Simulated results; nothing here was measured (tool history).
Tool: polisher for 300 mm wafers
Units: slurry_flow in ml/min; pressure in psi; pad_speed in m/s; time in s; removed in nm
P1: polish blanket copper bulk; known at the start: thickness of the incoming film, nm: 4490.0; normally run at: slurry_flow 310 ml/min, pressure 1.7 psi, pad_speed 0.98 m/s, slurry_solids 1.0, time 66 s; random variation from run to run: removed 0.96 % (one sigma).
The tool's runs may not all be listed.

run 1 hour=10.6 | slurry_flow=310 pressure=1.7 pad_speed=0.98 slurry_solids=1.0 time=66 | removed=353.46
run 2 hour=21.8 | slurry_flow=310 pressure=1.7 pad_speed=0.98 slurry_solids=0.6 time=66 | removed=313.17
run 3 hour=32.9 | slurry_flow=310 pressure=1.7 pad_speed=0.98 slurry_solids=1.0 time=45 | removed=238.25
run 4 hour=45.0 | slurry_flow=205 pressure=1.7 pad_speed=0.98 slurry_solids=1.0 time=86 | removed=440.63
run 5 hour=53.9 | slurry_flow=185 pressure=0.9 pad_speed=0.98 slurry_solids=1.0 time=66 | removed=175.45
run 6 hour=64.7 | slurry_flow=310 pressure=2.7 pad_speed=0.98 slurry_solids=1.0 time=66 | removed=561.69
run 7 hour=76.0 | slurry_flow=310 pressure=1.7 pad_speed=0.58 slurry_solids=1.0 time=66 | removed=209.25
run 8 hour=83.7 | slurry_flow=310 pressure=1.7 pad_speed=0.98 slurry_solids=1.0 time=66 | removed=350.42
run 9 hour=90.3 | slurry_flow=310 pressure=1.7 pad_speed=0.98 slurry_solids=1.0 time=101 | removed=525.96
run 10 hour=99.0 | slurry_flow=185 pressure=1.7 pad_speed=0.98 slurry_solids=1.0 time=66 | removed=330.03
run 11 hour=107.6 | slurry_flow=310 pressure=1.7 pad_speed=0.98 slurry_solids=1.5 time=66 | removed=394.08
run 12 hour=113.8 | slurry_flow=310 pressure=1.7 pad_speed=0.98 slurry_solids=1.0 time=66 | removed=348.08
run 13 hour=125.3 | slurry_flow=310 pressure=1.7 pad_speed=1.50 slurry_solids=1.0 time=66 | removed=537.94
run 14 hour=135.8 | slurry_flow=310 pressure=2.1 pad_speed=0.98 slurry_solids=1.0 time=33 | removed=215.76
run 15 hour=145.8 | slurry_flow=310 pressure=1.0 pad_speed=0.98 slurry_solids=1.0 time=66 | removed=204.29
run 16 hour=158.3 | slurry_flow=310 pressure=1.7 pad_speed=0.98 slurry_solids=1.0 time=66 | removed=347.08
run 17 hour=166.9 | slurry_flow=440 pressure=1.7 pad_speed=0.98 slurry_solids=1.0 time=66 | removed=354.73
run 18 hour=173.3 | slurry_flow=310 pressure=1.7 pad_speed=0.98 slurry_solids=1.0 time=66 | removed=354.76
run 19 hour=186.2 | slurry_flow=310 pressure=1.7 pad_speed=0.98 slurry_solids=1.0 time=66 | removed=356.59
run 20 hour=198.1 | slurry_flow=310 pressure=1.7 pad_speed=0.98 slurry_solids=1.0 time=66 | removed=356.05
run 21 hour=205.9 | slurry_flow=310 pressure=1.7 pad_speed=0.98 slurry_solids=1.0 time=66 | removed=349.71
run 22 hour=214.8 | slurry_flow=310 pressure=1.7 pad_speed=0.98 slurry_solids=1.0 time=66 | removed=339.09
run 23 hour=224.3 | slurry_flow=310 pressure=1.7 pad_speed=0.98 slurry_solids=1.0 time=66 | removed=338.75
-- hour=232.7 worn pad replaced by a new one
run 24 hour=235.4 | slurry_flow=310 pressure=1.7 pad_speed=0.98 slurry_solids=1.0 time=66 | removed=334.77

The next listed run, before its measurement:
run 25 hour=247.4 | slurry_flow=310 pressure=1.7 pad_speed=0.98 slurry_solids=1.0 time=66 | removed=?

{"run 25": {"removed": 335.86}}

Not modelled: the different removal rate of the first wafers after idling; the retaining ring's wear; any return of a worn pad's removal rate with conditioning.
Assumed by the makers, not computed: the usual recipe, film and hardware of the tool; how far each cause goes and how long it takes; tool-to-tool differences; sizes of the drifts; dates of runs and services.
